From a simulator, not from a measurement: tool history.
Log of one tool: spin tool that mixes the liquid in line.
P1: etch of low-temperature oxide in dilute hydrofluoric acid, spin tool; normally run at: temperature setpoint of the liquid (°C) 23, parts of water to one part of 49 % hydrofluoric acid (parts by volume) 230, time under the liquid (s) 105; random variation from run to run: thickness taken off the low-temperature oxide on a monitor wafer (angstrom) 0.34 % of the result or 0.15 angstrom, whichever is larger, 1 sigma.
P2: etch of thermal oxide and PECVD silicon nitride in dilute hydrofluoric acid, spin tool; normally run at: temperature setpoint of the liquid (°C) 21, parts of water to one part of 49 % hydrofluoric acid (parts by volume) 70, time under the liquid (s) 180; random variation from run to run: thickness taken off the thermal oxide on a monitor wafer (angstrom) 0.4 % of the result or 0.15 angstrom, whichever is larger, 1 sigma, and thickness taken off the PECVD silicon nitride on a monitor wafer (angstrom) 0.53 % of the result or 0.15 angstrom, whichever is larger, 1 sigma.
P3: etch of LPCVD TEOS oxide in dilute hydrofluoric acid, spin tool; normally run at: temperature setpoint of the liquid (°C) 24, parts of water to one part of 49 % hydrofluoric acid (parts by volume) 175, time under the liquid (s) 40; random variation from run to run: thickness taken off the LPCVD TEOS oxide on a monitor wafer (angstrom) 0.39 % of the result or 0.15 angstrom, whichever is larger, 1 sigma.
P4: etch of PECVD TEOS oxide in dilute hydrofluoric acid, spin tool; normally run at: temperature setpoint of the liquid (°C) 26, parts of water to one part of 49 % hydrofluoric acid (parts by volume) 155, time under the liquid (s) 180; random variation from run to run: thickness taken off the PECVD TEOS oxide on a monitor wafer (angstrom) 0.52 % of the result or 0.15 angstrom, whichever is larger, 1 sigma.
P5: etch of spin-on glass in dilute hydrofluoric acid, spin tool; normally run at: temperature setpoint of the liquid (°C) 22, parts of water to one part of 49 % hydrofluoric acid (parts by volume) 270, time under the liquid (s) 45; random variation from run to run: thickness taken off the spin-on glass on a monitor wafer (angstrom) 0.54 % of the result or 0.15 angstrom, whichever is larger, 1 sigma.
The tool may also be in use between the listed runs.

run,hour,process that ran,temperature setpoint of the liquid (°C),parts of water to one part of 49 % hydrofluoric acid (parts by volume),time under the liquid (s),hours since the thermometer was replaced,hours since the hydrofluoric acid flow meter was replaced,thickness taken off the low-temperature oxide on a monitor wafer (angstrom),thickness taken off the thermal oxide on a monitor wafer (angstrom),thickness taken off the PECVD silicon nitride on a monitor wafer (angstrom),thickness taken off the PECVD TEOS oxide on a monitor wafer (angstrom),thickness taken off the spin-on glass on a monitor wafer (angstrom),thickness taken off the LPCVD TEOS oxide on a monitor wafer (angstrom)
1,18.2,P1,23,230,105,200.2,790.9,88.059,,,,,
2,29.7,P1,18,230,15,211.7,802.4,10.51,,,,,
3,44.9,P1,23,230,105,226.9,817.6,87.112,,,,,
4,63.1,P2,21,70,45,245.1,835.8,,27.622,15.253,,,
5,76.6,P4,26,155,180,258.6,849.3,,,,115.83,,
6,87.3,P1,23,230,105,269.3,860,87.44,,,,,
7,100.7,P5,22,270,45,282.7,873.4,,,,,53.59,
8,112.1,P3,24,175,40,294.1,884.8,,,,,,64.042
9,126.6,P3,24,325,40,308.6,899.3,,,,,,29.785
10,137.8,P1,29.5,230,105,319.8,910.5,109.5,,,,,
11,154.3,P4,18.5,155,180,336.3,927,,,,86.6,,
12,169.8,P1,23,370,105,351.8,942.5,47.69,,,,,
13,183.7,P5,22,450,45,365.7,956.4,,,,,26.959,
14,201.7,P4,26,155,85,383.7,974.4,,,,55.45,,
15,220,P1,23,120,15,402,992.7,27.319,,,,,
16,236.4,P1,23,230,105,418.4,1009.1,87.978,,,,,
17,248.9,P5,27.5,270,45,430.9,1021.6,,,,,65.625,
18,264.9,P5,22,270,65,446.9,1037.6,,,,,77.666,
19,282.4,P1,23,140,105,464.4,1055.1,158.76,,,,,
20,295.3,P3,24,175,15,477.3,1068,,,,,,24.282
21,304.6,P1,17,230,105,486.6,1077.3,70.213,,,,,
22,318.8,P1,23,230,205,500.8,1091.5,171.57,,,,,
23,335.1,P2,21,70,180,517.1,1107.8,,111.6,60.087,,,
24,346.6,P2,21,30,180,528.6,1119.3,,275.08,136.98,,,
25,358.6,P4,26,235,180,540.6,1131.3,,,,70.24,,
26,375.1,P1,23,230,105,557.1,1147.8,87.378,,,,,
27,383.6,P3,29.5,175,40,565.6,1156.3,,,,,,78.22
28,397.7,P2,21,70,180,579.7,1170.4,,111.68,60.784,,,
29,414.5,P1,23,230,50,596.5,1187.2,41.893,,,,,
30,425,P1,23,230,105,607,1197.7,87.979,,,,,
31,436.4,P2,17,70,180,618.4,1209.1,,94.085,45.31,,,
32,445.5,P1,23,230,105,627.5,1218.2,88.046,,,,,
33,456.9,P1,23,230,105,638.9,1229.6,86.119,,,,,
34,471.3,P1,23,230,105,653.3,1244,84.218,,,,,
35,480.5,P1,23,230,105,662.5,1253.2,84.051,,,,,
36,494,P1,23,230,105,676,1266.7,84.091,,,,,
37,510.4,P1,23,230,105,692.4,1283.1,83.206,,,,,
38,528.9,P1,23,230,105,710.9,1301.6,83.145,,,,,
39,543.6,P1,23,230,105,725.6,1316.3,82.615,,,,,
40,559.5,P1,23,230,105,741.5,1332.2,83.29,,,,,
41,569,P1,23,230,105,751,1341.7,83.328,,,,,

What P1 gives has crept away from where it was. These 2 causes fit the log equally well, each at the size given:
A: liquid colder than its thermometer reads (K) = 1.52
B: hydrofluoric acid flow below the setpoint (%) = 4.42
The creep began at about hour 445.5.

4 check runs are offered, one wafer each, their results left as question marks. Which one tells the causes apart?
check 1,578.5,P3,24,175,40,,,,,,,,?
check 2,578.5,P2,21,70,180,,,,?,?,,,
check 3,578.5,P5,22,270,45,,,,,,,?,
check 4,578.5,P4,26,155,180,,,,,,?,,

What each check would give under each cause:
check,result,if A,if B
check 1,thickness taken off the LPCVD TEOS oxide on a monitor wafer (angstrom),60.726,60.937
check 2,thickness taken off the thermal oxide on a monitor wafer (angstrom),104.97,106.5
check 2,thickness taken off the PECVD silicon nitride on a monitor wafer (angstrom),54.317,57.694
check 3,thickness taken off the spin-on glass on a monitor wafer (angstrom),50.407,50.329
check 4,thickness taken off the PECVD TEOS oxide on a monitor wafer (angstrom),109.88,110.26
How far apart the two closest causes lie, in the result that separates them most: check 1 0.35 %; check 2 6.03 %; check 3 0.15 %; check 4 0.35 %
Check 2 tells the causes apart: in the others they would give nearly the same result.

Then check 2 was run and gave: thickness taken off the thermal oxide on a monitor wafer (angstrom) 107.25; thickness taken off the PECVD silicon nitride on a monitor wafer (angstrom) 57.595. Which cause is it?

It is B: hydrofluoric acid flow below the setpoint (%).

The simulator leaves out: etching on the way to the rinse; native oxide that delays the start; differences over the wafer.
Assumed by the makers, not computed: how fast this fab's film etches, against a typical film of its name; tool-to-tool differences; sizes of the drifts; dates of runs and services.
